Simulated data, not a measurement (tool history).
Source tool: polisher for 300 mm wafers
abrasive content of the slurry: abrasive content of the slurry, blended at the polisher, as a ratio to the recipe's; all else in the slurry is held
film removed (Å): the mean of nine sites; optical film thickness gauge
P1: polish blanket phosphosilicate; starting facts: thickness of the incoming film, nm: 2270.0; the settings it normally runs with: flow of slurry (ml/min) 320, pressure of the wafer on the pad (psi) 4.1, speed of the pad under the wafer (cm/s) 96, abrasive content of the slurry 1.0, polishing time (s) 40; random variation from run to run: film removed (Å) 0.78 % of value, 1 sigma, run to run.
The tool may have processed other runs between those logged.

run,hour,flow of slurry (ml/min),pressure of the wafer on the pad (psi),speed of the pad under the wafer (cm/s),abrasive content of the slurry,polishing time (s),wafers polished on this pad,hours since the slurry nozzle was cleaned,hours since the head pressure was calibrated,hours since the slurry blender was calibrated,hours since the conditioning disc was replaced,film removed (Å)
1,13.7,320,4.1,96,1.0,40,625,207.5,627.1,138.5,231.8,4268.7
2,22.6,320,1.9,96,1.0,40,763,216.4,636.0,147.4,240.7,1991.4
3,32.5,320,4.1,148,1.0,40,915,226.3,645.9,157.3,250.6,6008.0
4,47.1,320,4.1,96,1.0,62,1141,240.9,660.5,171.9,265.2,6581.6
5,58.2,320,4.1,128,0.7,40,1312,252.0,671.6,183.0,276.3,4520.2
6,73.2,320,4.1,96,1.0,19,1543,267.0,686.6,198.0,291.3,2028.1
7,85.6,190,4.1,96,1.0,40,1735,279.4,699.0,210.4,303.7,4064.3
8,92.8,320,4.1,96,1.0,40,1846,286.6,706.2,217.6,310.9,4277.8
9,101.1,320,4.1,96,1.0,40,1974,294.9,714.5,225.9,319.2,4269.9
# hour 110.7: slurry nozzle cleaned
10,110.9,420,4.1,46,1.0,40,2125,0.3,724.3,235.7,329.0,2429.0
11,125.4,320,4.1,96,1.0,40,2349,14.8,738.8,250.2,343.5,4331.1
12,133.2,320,4.1,96,1.0,40,2469,22.6,746.6,258.0,351.3,4271.8
13,147.6,320,6.0,96,1.0,40,2692,37.0,761.0,272.4,365.7,6271.6
14,155.8,320,4.1,96,1.0,40,2818,45.2,769.2,280.6,373.9,4240.8
15,164.2,405,4.1,96,1.0,40,2948,53.6,777.6,289.0,382.3,4389.8
16,173.5,320,4.1,96,1.0,40,3091,62.9,786.9,298.3,391.6,4279.3
# hour 177.7: slurry blender recalibrated
17,186.7,320,4.1,96,1.5,40,3295,76.1,800.1,9.0,404.8,4999.2
18,198.1,320,4.1,96,0.6,40,3471,87.5,811.5,20.4,416.2,3292.6
19,207.8,320,4.1,50,1.0,40,3621,97.2,821.2,30.1,425.9,2561.6
20,217.0,320,4.1,96,1.0,40,3763,106.4,830.4,39.3,435.1,4256.7
21,224.2,320,4.1,96,1.0,40,3874,113.6,837.6,46.5,442.3,4145.8
22,237.8,320,4.1,96,1.0,40,4084,127.2,851.2,60.1,455.9,3858.1

Run 23 comes next. What will it give?
23,246.4,320,4.1,96,1.0,40,4216,135.8,859.8,68.7,464.5,?

For run 23 the tool returned film removed (Å) 3823.5.

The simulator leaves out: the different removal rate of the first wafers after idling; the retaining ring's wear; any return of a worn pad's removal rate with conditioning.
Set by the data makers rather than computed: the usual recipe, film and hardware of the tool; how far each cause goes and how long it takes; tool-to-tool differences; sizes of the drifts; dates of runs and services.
